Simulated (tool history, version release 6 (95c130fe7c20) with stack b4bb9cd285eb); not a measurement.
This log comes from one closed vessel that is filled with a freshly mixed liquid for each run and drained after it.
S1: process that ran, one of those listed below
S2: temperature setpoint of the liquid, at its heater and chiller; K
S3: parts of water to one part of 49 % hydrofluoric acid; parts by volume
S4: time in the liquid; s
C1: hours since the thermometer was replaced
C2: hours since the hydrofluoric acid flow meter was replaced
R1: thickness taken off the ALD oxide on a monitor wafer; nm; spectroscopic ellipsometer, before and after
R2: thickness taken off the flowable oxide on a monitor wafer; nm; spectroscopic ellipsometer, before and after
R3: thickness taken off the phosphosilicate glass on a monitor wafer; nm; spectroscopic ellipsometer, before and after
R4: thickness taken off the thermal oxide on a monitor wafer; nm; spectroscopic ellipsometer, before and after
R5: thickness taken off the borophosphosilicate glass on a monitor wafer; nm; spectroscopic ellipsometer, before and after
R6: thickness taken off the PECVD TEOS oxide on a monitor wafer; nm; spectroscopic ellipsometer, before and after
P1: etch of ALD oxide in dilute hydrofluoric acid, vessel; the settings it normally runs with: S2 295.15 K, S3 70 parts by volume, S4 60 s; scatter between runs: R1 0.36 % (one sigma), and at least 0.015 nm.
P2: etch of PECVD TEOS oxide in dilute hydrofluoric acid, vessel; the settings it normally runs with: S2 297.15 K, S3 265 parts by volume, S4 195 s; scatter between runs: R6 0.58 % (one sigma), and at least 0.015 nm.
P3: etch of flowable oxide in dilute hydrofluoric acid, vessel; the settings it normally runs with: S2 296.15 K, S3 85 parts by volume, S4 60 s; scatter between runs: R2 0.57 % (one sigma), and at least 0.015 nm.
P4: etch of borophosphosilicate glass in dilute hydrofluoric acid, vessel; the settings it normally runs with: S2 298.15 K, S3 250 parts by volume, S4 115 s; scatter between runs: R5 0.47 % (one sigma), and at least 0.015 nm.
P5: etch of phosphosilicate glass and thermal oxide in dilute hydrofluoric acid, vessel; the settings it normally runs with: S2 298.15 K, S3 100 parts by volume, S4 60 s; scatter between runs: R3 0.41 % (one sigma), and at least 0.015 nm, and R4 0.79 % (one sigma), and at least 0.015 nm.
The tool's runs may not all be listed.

run 1 hour=4.3 | S1=P1 S2=295.15 S3=70 S4=60 | C1=1717.6 C2=1694.0 | R1=13.3750
run 2 hour=8.4 | S1=P1 S2=295.15 S3=40 S4=60 | C1=1721.7 C2=1698.1 | R1=24.3940
run 3 hour=12.1 | S1=P3 S2=296.15 S3=85 S4=60 | C1=1725.4 C2=1701.8 | R2=24.679
run 4 hour=18.0 | S1=P5 S2=298.15 S3=100 S4=60 | C1=1731.3 C2=1707.7 | R3=48.130 R4=2.8087
run 5 hour=24.7 | S1=P4 S2=298.15 S3=250 S4=230 | C1=1738.0 C2=1714.4 | R5=63.032
run 6 hour=30.2 | S1=P4 S2=298.15 S3=250 S4=115 | C1=1743.5 C2=1719.9 | R5=31.394
run 7 hour=36.5 | S1=P5 S2=298.15 S3=20 S4=60 | C1=1749.8 C2=1726.2 | R3=264.760 R4=15.4020
run 8 hour=41.2 | S1=P1 S2=295.15 S3=70 S4=60 | C1=1754.5 C2=1730.9 | R1=13.4230
run 9 hour=47.6 | S1=P1 S2=295.15 S3=70 S4=60 | C1=1760.9 C2=1737.3 | R1=13.4260
run 10 hour=53.7 | S1=P1 S2=295.15 S3=70 S4=35 | C1=1767.0 C2=1743.4 | R1=7.8309
run 11 hour=60.0 | S1=P1 S2=295.15 S3=70 S4=60 | C1=1773.3 C2=1749.7 | R1=13.4010
run 12 hour=63.8 | S1=P4 S2=298.15 S3=75 S4=115 | C1=1777.1 C2=1753.5 | R5=128.600
run 13 hour=68.3 | S1=P1 S2=295.15 S3=70 S4=60 | C1=1781.6 C2=1758.0 | R1=13.4280
run 14 hour=72.9 | S1=P1 S2=295.15 S3=70 S4=60 | C1=1786.2 C2=1762.6 | R1=13.3740
run 15 hour=77.8 | S1=P1 S2=295.15 S3=70 S4=110 | C1=1791.1 C2=1767.5 | R1=24.4440
run 16 hour=84.4 | S1=P5 S2=290.65 S3=100 S4=60 | C1=1797.7 C2=1774.1 | R3=35.339 R4=2.0811
run 17 hour=87.6 | S1=P2 S2=297.15 S3=265 S4=30 | C1=1800.9 C2=1777.3 | R6=2.7410
run 18 hour=93.3 | S1=P3 S2=296.15 S3=85 S4=30 | C1=1806.6 C2=1783.0 | R2=12.237
run 19 hour=96.4 | S1=P3 S2=296.15 S3=85 S4=60 | C1=1809.7 C2=1786.1 | R2=24.623
run 20 hour=100.7 | S1=P1 S2=295.15 S3=30 S4=30 | C1=1814.0 C2=1790.4 | R1=16.4090
run 21 hour=105.5 | S1=P2 S2=305.15 S3=265 S4=195 | C1=1818.8 C2=1795.2 | R6=23.2830
run 22 hour=110.5 | S1=P5 S2=298.15 S3=100 S4=60 | C1=1823.8 C2=1800.2 | R3=47.517 R4=2.8215
run 23 hour=116.5 | S1=P3 S2=290.15 S3=85 S4=60 | C1=1829.8 C2=1806.2 | R2=19.182
run 24 hour=123.1 | S1=P1 S2=295.15 S3=125 S4=60 | C1=1836.4 C2=1812.8 | R1=7.0563
run 25 hour=127.7 | S1=P4 S2=291.65 S3=250 S4=115 | C1=1841.0 C2=1817.4 | R5=24.870
run 26 hour=134.1 | S1=P3 S2=296.15 S3=145 S4=60 | C1=1847.4 C2=1823.8 | R2=13.564
run 27 hour=138.6 | S1=P2 S2=297.15 S3=485 S4=195 | C1=1851.9 C2=1828.3 | R6=7.9012
run 28 hour=142.7 | S1=P1 S2=290.15 S3=70 S4=90 | C1=1856.0 C2=1832.4 | R1=16.3180
run 29 hour=148.3 | S1=P1 S2=295.15 S3=70 S4=60 | C1=1861.6 C2=1838.0 | R1=13.4350
run 30 hour=153.5 | S1=P2 S2=297.15 S3=265 S4=195 | C1=1866.8 C2=1843.2 | R6=17.8390
run 31 hour=160.1 | S1=P1 S2=299.65 S3=70 S4=60 | C1=1873.4 C2=1849.8 | R1=16.0750
run 32 hour=163.3 | S1=P5 S2=298.15 S3=100 S4=30 | C1=1876.6 C2=1853.0 | R3=23.794 R4=1.4004
run 33 hour=170.0 | S1=P4 S2=298.15 S3=250 S4=115 | C1=1883.3 C2=1859.7 | R5=31.443
run 34 hour=175.0 | S1=P1 S2=290.15 S3=70 S4=60 | C1=1888.3 C2=1864.7 | R1=10.9520
run 35 hour=179.2 | S1=P1 S2=295.15 S3=70 S4=60 | C1=1892.5 C2=1868.9 | R1=13.4410
run 36 hour=185.5 | S1=P1 S2=295.15 S3=70 S4=60 | C1=1898.8 C2=1875.2 | R1=13.9160
run 37 hour=190.7 | S1=P1 S2=295.15 S3=70 S4=60 | C1=1904.0 C2=1880.4 | R1=14.2520
run 38 hour=197.0 | S1=P1 S2=295.15 S3=70 S4=60 | C1=1910.3 C2=1886.7 | R1=14.3490
run 39 hour=201.0 | S1=P1 S2=295.15 S3=70 S4=60 | C1=1914.3 C2=1890.7 | R1=14.4600
run 40 hour=207.4 | S1=P1 S2=295.15 S3=70 S4=60 | C1=1920.7 C2=1897.1 | R1=14.5340
run 41 hour=211.4 | S1=P1 S2=295.15 S3=70 S4=60 | C1=1924.7 C2=1901.1 | R1=14.6590
run 42 hour=214.9 | S1=P1 S2=295.15 S3=70 S4=60 | C1=1928.2 C2=1904.6 | R1=14.6110
run 43 hour=219.5 | S1=P1 S2=295.15 S3=70 S4=60 | C1=1932.8 C2=1909.2 | R1=14.7000
run 44 hour=226.5 | S1=P1 S2=295.15 S3=70 S4=60 | C1=1939.8 C2=1916.2 | R1=14.7110
run 45 hour=230.8 | S1=P1 S2=295.15 S3=70 S4=60 | C1=1944.1 C2=1920.5 | R1=14.7220
run 46 hour=235.7 | S1=P1 S2=295.15 S3=70 S4=60 | C1=1949.0 C2=1925.4 | R1=14.7480

P1 has crept away from where it was. The log is fitted equally well by each of these 2 causes, at the sizes shown:
A: liquid hotter than its thermometer reads (K) = 2.32
B: hydrofluoric acid flow above the setpoint (%) = 9.13
At approximately hour 179.2, the process output began to creep.

4 check runs are offered, each on 2 wafers whose results are averaged, their results left as question marks. Which one tells the causes apart?
run check 1 hour=240.6 | S1=P4 S2=294.15 S3=85 S4=115 | R5=?
run check 2 hour=240.6 | S1=P5 S2=294.15 S3=100 S4=60 | R3=? R4=?
run check 3 hour=240.6 | S1=P2 S2=297.15 S3=430 S4=45 | R6=?
run check 4 hour=240.6 | S1=P3 S2=290.15 S3=85 S4=30 | R2=?

If the cause were each of the candidates in turn, the checks would give the following:
check=check_1 result=R5 if_A=104.800 if_B=104.930
check=check_2 result=R3 if_A=44.606 if_B=44.766
check=check_2 result=R4 if_A=2.6357 if_B=2.6451
check=check_3 result=R6 if_A=2.3299 if_B=2.4382
check=check_4 result=R2 if_A=10.551 if_B=10.522
Per-check spread between the two closest causes, in the result where they differ most: check 1 0.13 %; check 2 0.36 %; check 3 4.54 %; check 4 0.28 %
Only in check 3 would the causes give clearly different results; in the remaining checks their results would be nearly the same.

Check 3 was carried out, with these results: R6 2.4488 nm. Which of the listed causes is responsible?

The cause is B: hydrofluoric acid flow above the setpoint (%).
